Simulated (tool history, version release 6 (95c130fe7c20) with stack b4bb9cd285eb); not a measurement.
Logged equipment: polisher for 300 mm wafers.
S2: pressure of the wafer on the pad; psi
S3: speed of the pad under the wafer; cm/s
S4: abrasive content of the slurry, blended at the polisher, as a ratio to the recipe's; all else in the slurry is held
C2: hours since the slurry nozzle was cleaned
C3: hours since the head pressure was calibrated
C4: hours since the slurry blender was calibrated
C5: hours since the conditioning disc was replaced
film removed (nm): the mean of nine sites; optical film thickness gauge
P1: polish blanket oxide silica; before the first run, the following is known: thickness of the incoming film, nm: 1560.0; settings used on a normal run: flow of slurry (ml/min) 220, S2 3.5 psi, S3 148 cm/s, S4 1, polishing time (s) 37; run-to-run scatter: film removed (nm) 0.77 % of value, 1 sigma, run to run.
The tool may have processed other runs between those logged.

Run 1, hour 2.7: flow of slurry (ml/min) 220, S2 3.5 psi, S3 148 cm/s, S4 1, polishing time (s) 37; wafers polished on this pad 768; C2 247.6; C3 96.2; C4 139; C5 348.3. Result: film removed (nm) 146.12.
Run 2, hour 5.8: flow of slurry (ml/min) 220, S2 1.7 psi, S3 192 cm/s, S4 1, polishing time (s) 37; wafers polished on this pad 825; C2 250.7; C3 99.3; C4 142.1; C5 351.4. Result: film removed (nm) 87.037.
Run 3, hour 9.3: flow of slurry (ml/min) 220, S2 3.5 psi, S3 214 cm/s, S4 1, polishing time (s) 37; wafers polished on this pad 888; C2 254.2; C3 102.8; C4 145.6; C5 354.9. Result: film removed (nm) 196.17.
Run 4, hour 13.9: flow of slurry (ml/min) 220, S2 3.5 psi, S3 148 cm/s, S4 1, polishing time (s) 37; wafers polished on this pad 972; C2 258.8; C3 107.4; C4 150.2; C5 359.5. Result: film removed (nm) 145.93.
Run 5, hour 18.7: flow of slurry (ml/min) 220, S2 3.5 psi, S3 148 cm/s, S4 0.6, polishing time (s) 37; wafers polished on this pad 1059; C2 263.6; C3 112.2; C4 155; C5 364.3. Result: film removed (nm) 110.8.
Run 6, hour 20.9: flow of slurry (ml/min) 220, S2 3.5 psi, S3 148 cm/s, S4 1, polishing time (s) 37; wafers polished on this pad 1099; C2 265.8; C3 114.4; C4 157.2; C5 366.5. Result: film removed (nm) 145.74.
Run 7, hour 25.6: flow of slurry (ml/min) 220, S2 1.6 psi, S3 148 cm/s, S4 1, polishing time (s) 37; wafers polished on this pad 1185; C2 270.5; C3 119.1; C4 161.9; C5 371.2. Result: film removed (nm) 66.399.
Run 8, hour 28.4: flow of slurry (ml/min) 220, S2 3.5 psi, S3 148 cm/s, S4 1, polishing time (s) 37; wafers polished on this pad 1236; C2 273.3; C3 121.9; C4 164.7; C5 374. Result: film removed (nm) 145.27.
Run 9, hour 31.3: flow of slurry (ml/min) 220, S2 3.5 psi, S3 148 cm/s, S4 1.4, polishing time (s) 37; wafers polished on this pad 1289; C2 276.2; C3 124.8; C4 167.6; C5 376.9. Result: film removed (nm) 170.74.
Run 10, hour 34.7: flow of slurry (ml/min) 220, S2 3.5 psi, S3 148 cm/s, S4 1, polishing time (s) 58; wafers polished on this pad 1350; C2 279.6; C3 128.2; C4 171; C5 380.3. Result: film removed (nm) 227.69.
Run 11, hour 38.9: flow of slurry (ml/min) 220, S2 3.5 psi, S3 148 cm/s, S4 1, polishing time (s) 37; wafers polished on this pad 1427; C2 283.8; C3 132.4; C4 175.2; C5 384.5. Result: film removed (nm) 145.38.
Run 12, hour 42: flow of slurry (ml/min) 130, S2 3.5 psi, S3 148 cm/s, S4 1, polishing time (s) 37; wafers polished on this pad 1483; C2 286.9; C3 135.5; C4 178.3; C5 387.6. Result: film removed (nm) 136.
Run 13, hour 44.5: flow of slurry (ml/min) 220, S2 3.5 psi, S3 148 cm/s, S4 1, polishing time (s) 17; wafers polished on this pad 1529; C2 289.4; C3 138; C4 180.8; C5 390.1. Result: film removed (nm) 67.093.
Run 14, hour 47.6: flow of slurry (ml/min) 285, S2 3.5 psi, S3 148 cm/s, S4 1, polishing time (s) 37; wafers polished on this pad 1585; C2 292.5; C3 141.1; C4 183.9; C5 393.2. Result: film removed (nm) 151.65.
Run 15, hour 50.8: flow of slurry (ml/min) 220, S2 3.5 psi, S3 148 cm/s, S4 1, polishing time (s) 37; wafers polished on this pad 1643; C2 295.7; C3 144.3; C4 187.1; C5 396.4. Result: film removed (nm) 145.12.
Run 16, hour 54.8: flow of slurry (ml/min) 220, S2 3.5 psi, S3 148 cm/s, S4 1, polishing time (s) 37; wafers polished on this pad 1716; C2 299.7; C3 148.3; C4 191.1; C5 400.4. Result: film removed (nm) 145.8.
Run 17, hour 59.3: flow of slurry (ml/min) 220, S2 3.5 psi, S3 78 cm/s, S4 1, polishing time (s) 37; wafers polished on this pad 1798; C2 304.2; C3 152.8; C4 195.6; C5 404.9. Result: film removed (nm) 87.576.
Run 18, hour 62.8: flow of slurry (ml/min) 220, S2 5 psi, S3 148 cm/s, S4 1, polishing time (s) 37; wafers polished on this pad 1862; C2 307.7; C3 156.3; C4 199.1; C5 408.4. Result: film removed (nm) 207.42.

For run 19, what comes out?
Run 19, hour 67.5: flow of slurry (ml/min) 220, S2 3.5 psi, S3 148 cm/s, S4 1, polishing time (s) 37; wafers polished on this pad 1947; C2 312.4; C3 161; C4 203.8; C5 413.1. Result: film removed (nm) ?.

Run 19 yielded film removed (nm) 146.7.

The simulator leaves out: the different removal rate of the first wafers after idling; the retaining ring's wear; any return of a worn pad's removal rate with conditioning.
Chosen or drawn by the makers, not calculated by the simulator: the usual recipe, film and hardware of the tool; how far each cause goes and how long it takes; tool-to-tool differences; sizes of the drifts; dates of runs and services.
